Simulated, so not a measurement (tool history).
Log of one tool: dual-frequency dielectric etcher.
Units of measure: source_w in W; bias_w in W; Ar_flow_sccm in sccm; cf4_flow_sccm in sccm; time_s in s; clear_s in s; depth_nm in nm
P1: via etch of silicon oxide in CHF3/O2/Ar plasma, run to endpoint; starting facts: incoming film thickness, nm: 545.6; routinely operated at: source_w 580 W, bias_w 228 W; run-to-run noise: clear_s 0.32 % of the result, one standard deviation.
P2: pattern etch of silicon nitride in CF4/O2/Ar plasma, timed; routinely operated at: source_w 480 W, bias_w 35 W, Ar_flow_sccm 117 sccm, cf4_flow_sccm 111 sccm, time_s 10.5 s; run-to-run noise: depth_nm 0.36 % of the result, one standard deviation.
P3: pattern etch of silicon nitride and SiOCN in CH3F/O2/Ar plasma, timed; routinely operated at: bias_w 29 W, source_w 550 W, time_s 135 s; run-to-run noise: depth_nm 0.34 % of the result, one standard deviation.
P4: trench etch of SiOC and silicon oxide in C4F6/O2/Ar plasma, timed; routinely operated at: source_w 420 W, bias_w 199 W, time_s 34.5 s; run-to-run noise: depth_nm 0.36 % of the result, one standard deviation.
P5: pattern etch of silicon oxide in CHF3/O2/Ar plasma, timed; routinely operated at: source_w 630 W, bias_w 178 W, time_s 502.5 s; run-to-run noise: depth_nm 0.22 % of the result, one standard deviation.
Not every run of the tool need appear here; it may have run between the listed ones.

run,day,process,source_w,bias_w,Ar_flow_sccm,cf4_flow_sccm,time_s,hours since the last wet clean,hours since the last source power generator calibration,hours since the last bias power generator calibration,clear_s,depth_nm
1,0.242,P1,580,228,,,,225.3,1420.8,908,258.18,
2,0.525,P1,580,228,,,,232.1,1427.6,914.8,258.19,
3,0.858,P2,480,21,117,111,10.5,240.1,1435.6,922.8,,14.276
4,1.112,P5,430,178,,,502.5,246.2,1441.7,928.9,,892.48
5,1.454,P3,750,29,,,135,254.4,1449.9,937.1,,25.486
6,1.842,P1,800,309,,,,263.7,1459.2,946.4,205.81,
7,2.196,P1,730,228,,,,272.2,1467.7,954.9,237.06,
8,2.429,P1,410,228,,,,277.8,1473.3,960.5,294.62,
9,2.738,P4,420,259,,,34.5,285.2,1480.7,967.9,,79.733
10,2.996,P1,580,270,,,,291.4,1486.9,974.1,244.87,
11,3.212,P2,480,35,117,111,10.5,296.6,1492.1,979.3,,16.817
# day 3.454: bias power generator calibrated
12,3.512,P1,580,228,,,,303.8,1499.3,1.5,260.04,
13,3.792,P5,630,178,,,341.5,310.5,1506,8.2,,701.67
14,4.042,P5,630,178,,,502.5,316.5,1512,14.2,,1032.8
15,4.262,P2,340,35,117,111,10.5,321.8,1517.3,19.5,,12.493
16,4.608,P4,420,199,,,51,330.1,1525.6,27.8,,109.02
17,4.996,P5,630,178,,,502.5,339.4,1534.9,37.1,,1033.4
18,5.208,P3,550,29,,,135,344.5,1540,42.2,,22.976
19,5.542,P2,480,35,117,111,10.5,352.5,1548,50.2,,16.771
20,5.767,P4,420,199,,,34.5,357.9,1553.4,55.6,,73.211
21,6.125,P1,580,160,,,,366.5,1562,64.2,291.16,
# day 6.212: source power generator calibrated
22,6.458,P2,480,35,117,146,10.5,374.5,5.9,72.2,,17.677
23,6.821,P1,580,228,,,,383.2,14.6,80.9,256.72,
24,7.033,P2,480,35,117,111,8,388.3,19.7,86,,12.795
25,7.288,P2,480,35,78,111,10.5,394.4,25.8,92.1,,17.786
26,7.642,P4,280,199,,,34.5,402.9,34.3,100.6,,62.284
27,7.896,P3,550,19,,,135,409,40.4,106.7,,19.148
# day 8.017: wet clean of the chamber
28,8.142,P1,580,228,,,,3,46.3,112.6,258.99,
29,8.367,P5,630,238,,,502.5,8.4,51.7,118,,1143.8
30,8.621,P4,420,199,,,34.5,14.5,57.8,124.1,,72.851
31,8.875,P3,550,29,,,181,20.6,63.9,130.2,,30.914
32,9.233,P1,580,228,,,,29.2,72.5,138.8,259.31,
33,9.462,P1,580,228,,,,34.7,78,144.3,260.53,
34,9.725,P1,580,228,,,,41,84.3,150.6,262.25,
35,10.142,P1,580,228,,,,51,94.3,160.6,263.93,
36,10.346,P1,580,228,,,,55.9,99.2,165.5,262.21,
37,10.608,P1,580,228,,,,62.2,105.5,171.8,262.77,
# day 10.954: wet clean of the chamber
38,11.05,P1,580,228,,,,2.4,116.1,182.4,263.25,
39,11.25,P1,580,228,,,,7.2,120.9,187.2,261.89,
40,11.508,P1,580,228,,,,13.4,127.1,193.4,262.56,
41,11.812,P1,580,228,,,,20.7,134.4,200.7,262.68,
42,12.25,P1,580,228,,,,31.2,144.9,211.2,262.06,

P1 no longer gives what it gave before; its output has crept away from where it was. The following 2 causes, each at its listed size, fit the log equally well:
A: source power that arrives under what is set, % = 4.11
B: bias power that arrives under what is set, % = 4.41
Creep in the process output first set in at about day 9.233.
Excluded causes, each with its reason:
chamber walls in a state that lowers the etch rate, %: its service at day 10.954 followed the start of the drift and did not put the process back to its old value

Which of the check runs below tells the causes apart, meaning the causes would give it clearly different results? Each run uses 2 wafers whose results are averaged, and each result is shown as a question mark.
check 1,12.688,P3,660,29,,,135,,,,,?
check 2,12.688,P4,300,199,,,34.5,,,,,?
check 3,12.688,P5,490,178,,,502.5,,,,,?
check 4,12.688,P2,390,35,81,111,10.5,,,,,?

Outcome of each check run for each possible cause:
check,result,if A,if B
check 1,depth_nm,24.063,23.921
check 2,depth_nm,63.125,63.209
check 3,depth_nm,925.22,925.88
check 4,depth_nm,14.215,14.53
Minimum pairwise separation of causes per check, each pair taken at its best-separating result: check 1 0.59 %; check 2 0.13 %; check 3 0.07 %; check 4 2.19 %
The other checks would show nearly matching results whichever cause is true, so check 4 is the only one that separates the causes.

With check 4 done, the readings were: depth_nm 14.173 nm. Identify which of the listed causes applies.

Of the candidate causes, it is A: source power that arrives under what is set, %.
